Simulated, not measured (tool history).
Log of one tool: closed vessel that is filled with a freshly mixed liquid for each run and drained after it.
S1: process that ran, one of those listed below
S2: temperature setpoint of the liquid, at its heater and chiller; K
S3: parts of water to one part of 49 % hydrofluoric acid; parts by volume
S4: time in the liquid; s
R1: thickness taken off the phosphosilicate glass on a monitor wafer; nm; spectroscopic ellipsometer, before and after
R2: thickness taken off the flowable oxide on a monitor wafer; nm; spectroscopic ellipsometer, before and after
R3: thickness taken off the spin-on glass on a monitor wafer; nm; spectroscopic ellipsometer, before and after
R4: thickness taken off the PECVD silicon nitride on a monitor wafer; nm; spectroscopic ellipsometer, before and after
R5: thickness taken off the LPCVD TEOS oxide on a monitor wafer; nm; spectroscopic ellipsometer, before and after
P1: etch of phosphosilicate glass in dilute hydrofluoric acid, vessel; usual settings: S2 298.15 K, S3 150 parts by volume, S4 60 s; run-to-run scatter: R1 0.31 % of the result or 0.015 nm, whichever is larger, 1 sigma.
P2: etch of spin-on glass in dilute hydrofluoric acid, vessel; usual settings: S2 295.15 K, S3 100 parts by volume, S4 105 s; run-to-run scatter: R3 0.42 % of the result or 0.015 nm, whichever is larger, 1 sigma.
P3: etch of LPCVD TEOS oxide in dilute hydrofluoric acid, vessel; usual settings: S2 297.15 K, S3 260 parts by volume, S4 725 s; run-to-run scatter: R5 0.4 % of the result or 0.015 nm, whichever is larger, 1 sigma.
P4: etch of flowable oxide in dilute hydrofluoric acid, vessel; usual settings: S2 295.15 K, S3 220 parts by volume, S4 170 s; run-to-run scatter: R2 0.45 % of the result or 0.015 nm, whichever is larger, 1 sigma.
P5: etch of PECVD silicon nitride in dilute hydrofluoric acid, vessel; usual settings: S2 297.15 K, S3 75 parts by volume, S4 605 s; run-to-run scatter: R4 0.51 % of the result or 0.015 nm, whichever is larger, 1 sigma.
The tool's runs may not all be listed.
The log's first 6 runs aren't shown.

Run 7, hour 55.5: S1 P1, S2 298.15 K, S3 150 parts by volume, S4 30 s. Result: R1 11.533 nm.
Run 8, hour 66.6: S1 P5, S2 290.15 K, S3 75 parts by volume, S4 605 s. Result: R4 27.9710 nm.
Run 9, hour 75.2: S1 P3, S2 297.15 K, S3 60 parts by volume, S4 725 s. Result: R5 307.690 nm.
Run 10, hour 84.7: S1 P1, S2 290.15 K, S3 150 parts by volume, S4 60 s. Result: R1 16.799 nm.
Run 11, hour 90.4: S1 P2, S2 295.15 K, S3 100 parts by volume, S4 30 s. Result: R3 10.134 nm.
Run 12, hour 95.9: S1 P2, S2 295.15 K, S3 160 parts by volume, S4 105 s. Result: R3 20.709 nm.
Run 13, hour 101.5: S1 P1, S2 298.15 K, S3 150 parts by volume, S4 60 s. Result: R1 22.897 nm.
Run 14, hour 107.0: S1 P2, S2 295.15 K, S3 100 parts by volume, S4 105 s. Result: R3 35.585 nm.
Run 15, hour 118.3: S1 P1, S2 302.65 K, S3 150 parts by volume, S4 60 s. Result: R1 27.363 nm.
Run 16, hour 127.7: S1 P5, S2 297.15 K, S3 40 parts by volume, S4 605 s. Result: R4 84.3990 nm.
Run 17, hour 138.1: S1 P5, S2 297.15 K, S3 75 parts by volume, S4 80 s. Result: R4 5.9246 nm.
Run 18, hour 147.9: S1 P4, S2 295.15 K, S3 95 parts by volume, S4 170 s. Result: R2 54.0560 nm.
Run 19, hour 154.6: S1 P4, S2 295.15 K, S3 220 parts by volume, S4 30 s. Result: R2 3.6186 nm.
Run 20, hour 164.0: S1 P1, S2 298.15 K, S3 150 parts by volume, S4 60 s. Result: R1 23.085 nm.

The next listed run, before its measurement:
Run 21, hour 170.2: S1 P3, S2 297.15 K, S3 260 parts by volume, S4 325 s. Result: R5 ?.

{"run 21": {"R5": 25.368}}

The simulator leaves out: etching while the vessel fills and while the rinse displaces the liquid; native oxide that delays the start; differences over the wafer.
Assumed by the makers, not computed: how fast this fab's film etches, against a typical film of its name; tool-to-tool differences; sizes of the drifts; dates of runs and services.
